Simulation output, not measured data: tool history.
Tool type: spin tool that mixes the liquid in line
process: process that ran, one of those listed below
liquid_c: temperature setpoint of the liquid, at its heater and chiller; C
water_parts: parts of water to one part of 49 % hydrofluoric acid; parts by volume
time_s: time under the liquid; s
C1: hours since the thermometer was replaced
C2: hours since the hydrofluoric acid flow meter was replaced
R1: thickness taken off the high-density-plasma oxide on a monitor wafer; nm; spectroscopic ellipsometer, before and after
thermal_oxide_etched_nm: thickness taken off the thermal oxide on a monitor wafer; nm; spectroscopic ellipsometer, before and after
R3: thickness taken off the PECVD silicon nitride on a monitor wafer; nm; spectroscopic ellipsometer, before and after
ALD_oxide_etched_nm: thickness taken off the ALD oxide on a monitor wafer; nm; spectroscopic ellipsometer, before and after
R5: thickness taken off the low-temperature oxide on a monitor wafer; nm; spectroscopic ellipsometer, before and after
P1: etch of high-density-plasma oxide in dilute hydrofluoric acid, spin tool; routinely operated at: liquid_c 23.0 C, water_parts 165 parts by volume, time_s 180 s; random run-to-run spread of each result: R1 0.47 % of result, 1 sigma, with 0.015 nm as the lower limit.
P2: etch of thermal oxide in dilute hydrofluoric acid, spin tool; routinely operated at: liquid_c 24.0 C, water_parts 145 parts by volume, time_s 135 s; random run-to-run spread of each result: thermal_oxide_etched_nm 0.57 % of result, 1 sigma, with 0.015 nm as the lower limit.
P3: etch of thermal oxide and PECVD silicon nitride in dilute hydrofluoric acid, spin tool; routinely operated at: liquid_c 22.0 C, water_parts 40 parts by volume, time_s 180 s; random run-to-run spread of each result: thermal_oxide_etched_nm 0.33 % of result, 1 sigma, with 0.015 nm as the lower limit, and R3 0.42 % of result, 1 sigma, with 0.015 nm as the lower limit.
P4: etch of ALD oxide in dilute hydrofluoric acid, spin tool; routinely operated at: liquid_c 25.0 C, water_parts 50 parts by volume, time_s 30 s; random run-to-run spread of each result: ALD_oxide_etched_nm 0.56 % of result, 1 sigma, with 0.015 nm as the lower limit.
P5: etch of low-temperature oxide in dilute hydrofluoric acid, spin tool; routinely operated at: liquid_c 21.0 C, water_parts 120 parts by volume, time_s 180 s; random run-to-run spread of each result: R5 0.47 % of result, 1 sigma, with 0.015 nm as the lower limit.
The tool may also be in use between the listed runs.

run 1 day=0.175 | process=P1 liquid_c=23.0 water_parts=165 time_s=180 | C1=974.8 C2=883.8 | R1=5.4255
run 2 day=0.496 | process=P3 liquid_c=22.0 water_parts=40 time_s=180 | C1=982.5 C2=891.5 | thermal_oxide_etched_nm=21.4690 R3=20.6340
run 3 day=0.821 | process=P1 liquid_c=23.0 water_parts=40 time_s=40 | C1=990.3 C2=899.3 | R1=5.7291
run 4 day=1.092 | process=P3 liquid_c=29.0 water_parts=40 time_s=180 | C1=996.8 C2=905.8 | thermal_oxide_etched_nm=28.6180 R3=32.8440
run 5 day=1.296 | process=P1 liquid_c=23.0 water_parts=165 time_s=180 | C1=1001.7 C2=910.7 | R1=5.4043
run 6 day=1.600 | process=P4 liquid_c=25.0 water_parts=90 time_s=30 | C1=1009.0 C2=918.0 | ALD_oxide_etched_nm=5.2554
run 7 day=1.833 | process=P1 liquid_c=23.0 water_parts=165 time_s=180 | C1=1014.6 C2=923.6 | R1=5.3815
run 8 day=2.075 | process=P5 liquid_c=21.0 water_parts=120 time_s=180 | C1=1020.4 C2=929.4 | R5=16.3830
run 9 day=2.379 | process=P2 liquid_c=30.5 water_parts=145 time_s=135 | C1=1027.7 C2=936.7 | thermal_oxide_etched_nm=5.1327
run 10 day=2.704 | process=P3 liquid_c=22.0 water_parts=40 time_s=40 | C1=1035.5 C2=944.5 | thermal_oxide_etched_nm=4.8026 R3=4.6349
run 11 day=2.979 | process=P4 liquid_c=25.0 water_parts=50 time_s=60 | C1=1042.1 C2=951.1 | ALD_oxide_etched_nm=20.1730
run 12 day=3.317 | process=P1 liquid_c=19.0 water_parts=165 time_s=180 | C1=1050.2 C2=959.2 | R1=4.6029
run 13 day=3.600 | process=P1 liquid_c=23.0 water_parts=165 time_s=180 | C1=1057.0 C2=966.0 | R1=5.3969
run 14 day=3.946 | process=P1 liquid_c=23.0 water_parts=165 time_s=180 | C1=1065.3 C2=974.3 | R1=5.3530
run 15 day=4.296 | process=P4 liquid_c=20.0 water_parts=50 time_s=30 | C1=1073.7 C2=982.7 | ALD_oxide_etched_nm=8.1205
run 16 day=4.529 | process=P5 liquid_c=21.0 water_parts=120 time_s=70 | C1=1079.3 C2=988.3 | R5=6.2951
run 17 day=4.833 | process=P2 liquid_c=24.0 water_parts=40 time_s=135 | C1=1086.6 C2=995.6 | thermal_oxide_etched_nm=16.7040
run 18 day=5.125 | process=P1 liquid_c=23.0 water_parts=165 time_s=350 | C1=1093.6 C2=1002.6 | R1=10.5370
run 19 day=5.467 | process=P5 liquid_c=21.0 water_parts=205 time_s=180 | C1=1101.8 C2=1010.8 | R5=8.7460
run 20 day=5.692 | process=P5 liquid_c=17.0 water_parts=120 time_s=180 | C1=1107.2 C2=1016.2 | R5=13.8420
run 21 day=5.904 | process=P2 liquid_c=24.0 water_parts=145 time_s=220 | C1=1112.3 C2=1021.3 | thermal_oxide_etched_nm=6.5801
run 22 day=6.083 | process=P1 liquid_c=28.5 water_parts=165 time_s=180 | C1=1116.6 C2=1025.6 | R1=6.6518
run 23 day=6.367 | process=P2 liquid_c=24.0 water_parts=145 time_s=135 | C1=1123.4 C2=1032.4 | thermal_oxide_etched_nm=4.0475
run 24 day=6.575 | process=P2 liquid_c=24.0 water_parts=145 time_s=135 | C1=1128.4 C2=1037.4 | thermal_oxide_etched_nm=4.0217
run 25 day=6.892 | process=P1 liquid_c=23.0 water_parts=165 time_s=55 | C1=1136.0 C2=1045.0 | R1=1.6373
run 26 day=7.088 | process=P3 liquid_c=22.0 water_parts=65 time_s=180 | C1=1140.7 C2=1049.7 | thermal_oxide_etched_nm=12.7670 R3=12.8970
run 27 day=7.358 | process=P1 liquid_c=23.0 water_parts=255 time_s=180 | C1=1147.2 C2=1056.2 | R1=3.1864
run 28 day=7.567 | process=P4 liquid_c=25.0 water_parts=50 time_s=30 | C1=1152.2 C2=1061.2 | ALD_oxide_etched_nm=10.0310
run 29 day=7.800 | process=P1 liquid_c=23.0 water_parts=55 time_s=180 | C1=1157.8 C2=1066.8 | R1=18.2860

Estimate the outcome of run 30 from the log above:
run 30 day=8.108 | process=P3 liquid_c=22.0 water_parts=40 time_s=180 | C1=1165.2 C2=1074.2 | thermal_oxide_etched_nm=? R3=?

Logged for run 30: thermal_oxide_etched_nm 21.3930 nm, R3 20.7440 nm.
